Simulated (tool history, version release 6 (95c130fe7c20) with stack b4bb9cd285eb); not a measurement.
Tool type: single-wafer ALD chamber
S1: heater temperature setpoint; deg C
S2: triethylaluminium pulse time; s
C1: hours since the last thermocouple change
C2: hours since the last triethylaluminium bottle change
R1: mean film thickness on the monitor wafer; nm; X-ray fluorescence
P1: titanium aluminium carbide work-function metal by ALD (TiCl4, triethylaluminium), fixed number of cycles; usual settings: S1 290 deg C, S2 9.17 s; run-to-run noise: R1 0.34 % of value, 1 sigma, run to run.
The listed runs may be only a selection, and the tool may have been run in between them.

run,day,S1,S2,C1,C2,R1
1,0.504,290,9.17,746.6,225.8,1.8567
2,0.958,290,9.17,757.5,236.7,1.8491
3,1.612,266,9.17,773.2,252.4,1.6642
4,1.975,306,13.88,781.9,261.1,2.0594
# day 2.429: triethylaluminium bottle replaced
5,2.621,315,9.17,797.4,4.6,2.0597
6,3.004,307,13.45,806.6,13.8,2.0674
7,3.562,290,9.17,820.0,27.2,1.8562
8,4.212,290,3.32,835.6,42.8,1.3247
9,4.679,290,9.17,846.8,54.0,1.8600
10,5.333,290,13.46,862.5,69.7,1.9314
11,5.700,290,9.17,871.3,78.5,1.8520
12,6.046,290,9.17,879.6,86.8,1.8485
13,6.438,290,9.17,889.0,96.2,1.8365
14,6.912,290,9.17,900.4,107.6,1.8255
15,7.238,290,9.17,908.2,115.4,1.8247
16,7.704,290,9.17,919.4,126.6,1.8238
17,8.029,290,9.17,927.2,134.4,1.8217
18,8.642,290,9.17,941.9,149.1,1.8311

P1 has crept away from where it was. The log is fitted equally well by each of these 2 causes, at the sizes shown:
A: triethylaluminium dose below that of a fresh bottle (%) = 10.9
B: wafer temperature below the value expected at the setpoint (K) = 4.03
Onset of the creep was near day 5.700.

Of the 4 check runs listed below, each run on one wafer and each result written as a question mark, which would let you distinguish the listed causes because they would give clearly different results?
check 1,9.254,290,11.32,,,?
check 2,9.254,313,9.17,,,?
check 3,9.254,308,9.17,,,?
check 4,9.254,268,3.40,,,?

Expected result of each check under each candidate cause:
check,result,if A,if B
check 1,R1,1.8791,1.8655
check 2,R1,2.0137,2.0167
check 3,R1,1.9720,1.9744
check 4,R1,1.1337,1.1839
Per-check spread between the two closest causes, in the result where they differ most: check 1 0.73 %; check 2 0.15 %; check 3 0.12 %; check 4 4.33 %
Check 4 tells the causes apart: in the others they would give nearly the same result.

Check 4 was then run and gave: R1 1.1850 nm. Which cause is it?

The correct cause is B, namely: wafer temperature below the value expected at the setpoint (K).

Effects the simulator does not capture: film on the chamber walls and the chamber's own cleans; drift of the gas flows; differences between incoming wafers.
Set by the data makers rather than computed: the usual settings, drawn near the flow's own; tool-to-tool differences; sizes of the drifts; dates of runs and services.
